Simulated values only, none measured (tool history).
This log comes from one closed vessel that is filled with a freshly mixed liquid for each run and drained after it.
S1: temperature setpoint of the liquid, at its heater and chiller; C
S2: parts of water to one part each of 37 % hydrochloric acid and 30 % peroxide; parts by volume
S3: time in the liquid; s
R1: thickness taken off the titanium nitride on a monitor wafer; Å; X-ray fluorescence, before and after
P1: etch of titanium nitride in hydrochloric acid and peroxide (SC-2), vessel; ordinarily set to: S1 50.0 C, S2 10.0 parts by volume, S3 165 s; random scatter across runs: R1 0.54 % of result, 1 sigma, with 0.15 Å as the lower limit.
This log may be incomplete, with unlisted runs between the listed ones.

run,hour,S1,S2,S3,R1
1,13.1,50.0,10.0,165,58.195
2,25.3,50.0,10.0,325,114.890
3,40.3,35.0,10.0,165,20.410
4,52.6,50.0,10.0,165,58.783
5,63.0,65.0,10.0,165,151.240
6,72.6,50.0,10.0,165,58.125
7,83.8,50.0,10.0,165,57.742
8,98.3,50.0,18.5,165,34.640
9,107.3,50.0,10.0,30,10.748
10,119.5,50.0,10.0,165,58.585
11,128.4,50.0,16.0,300,70.346
12,137.3,50.0,10.0,165,58.373
13,151.6,50.0,4.0,165,116.640
14,165.0,50.0,7.0,230,109.320
15,178.7,63.5,17.0,165,88.429
16,190.1,50.0,10.0,165,58.166

Run 17 is up next; what results do you expect?
17,201.4,50.0,10.0,165,?

{"run 17": {"R1": 60.014}}
